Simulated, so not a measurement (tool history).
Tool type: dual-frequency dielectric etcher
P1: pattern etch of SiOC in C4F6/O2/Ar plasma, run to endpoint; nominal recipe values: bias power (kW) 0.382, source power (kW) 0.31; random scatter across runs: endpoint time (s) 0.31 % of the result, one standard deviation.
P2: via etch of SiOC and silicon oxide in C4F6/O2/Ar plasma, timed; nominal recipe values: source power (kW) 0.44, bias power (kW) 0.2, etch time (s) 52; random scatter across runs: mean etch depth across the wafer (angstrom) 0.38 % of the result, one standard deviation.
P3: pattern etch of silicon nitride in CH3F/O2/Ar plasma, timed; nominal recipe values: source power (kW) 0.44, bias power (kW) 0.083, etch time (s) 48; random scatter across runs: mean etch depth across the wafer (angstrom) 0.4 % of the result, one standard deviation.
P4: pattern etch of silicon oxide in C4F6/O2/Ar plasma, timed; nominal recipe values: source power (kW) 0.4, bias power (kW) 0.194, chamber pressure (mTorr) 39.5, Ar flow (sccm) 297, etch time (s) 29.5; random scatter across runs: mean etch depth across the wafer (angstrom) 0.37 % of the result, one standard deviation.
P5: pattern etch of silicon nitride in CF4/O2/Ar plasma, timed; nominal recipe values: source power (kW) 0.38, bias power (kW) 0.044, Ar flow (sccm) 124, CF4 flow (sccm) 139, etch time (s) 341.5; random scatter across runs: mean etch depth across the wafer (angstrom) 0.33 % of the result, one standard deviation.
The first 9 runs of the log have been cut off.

run	day	process that ran	bias power (kW)	source power (kW)	etch time (s)	chamber pressure (mTorr)	Ar flow (sccm)	CF4 flow (sccm)	hours since the last wet clean	hours since the last bias power generator calibration	hours since the last source power generator calibration	endpoint time (s)	mean etch depth across the wafer (angstrom)
10	2.167	P1	0.382	0.18					381.9	1124.3	1248.8	24.444	
11	2.342	P4	0.194	0.4	29.5	39.5	406		386.1	1128.5	1253		889.28
12	2.471	P2	0.2	0.53	52				389.2	1131.6	1256.1		663.49
13	2.617	P1	0.28	0.31					392.7	1135.1	1259.6	22.308	
14	2.883	P4	0.194	0.54	29.5	39.5	297		399.1	1141.5	1266		1024.7
15	3.012	P1	0.382	0.31					402.2	1144.6	1269.1	19.918	
16	3.225	P1	0.382	0.44					407.3	1149.7	1274.2	17.338	
17	3.4	P4	0.194	0.4	29.5	25	297		411.5	1153.9	1278.4		962.78
18	3.625	P5	0.044	0.38	341.5		124	139	416.9	1159.3	1283.8		4910
19	3.875	P5	0.027	0.38	341.5		124	139	422.9	1165.3	1289.8		4123.1
20	4.046	P5	0.044	0.38	341.5		93	139	427	1169.4	1293.9		5049.7
21	4.338	P1	0.382	0.31					434	1176.4	1300.9	19.916	
22	4.617	P2	0.2	0.44	52				440.7	1183.1	1307.6		623.6
23	4.754	P2	0.2	0.44	30.5				444	1186.4	1310.9		362.87
24	4.962	P5	0.044	0.48	341.5		124	139	449	1191.4	1315.9		6002.3
25	5.225	P2	0.24	0.44	52				455.3	1197.7	1322.2		658.17

Run 26 has not been measured yet. What should we expect?
26	5.358	P2	0.2	0.44	52				458.5	1200.9	1325.4		?

{"run 26": {"mean etch depth across the wafer (angstrom)": 618.41}}
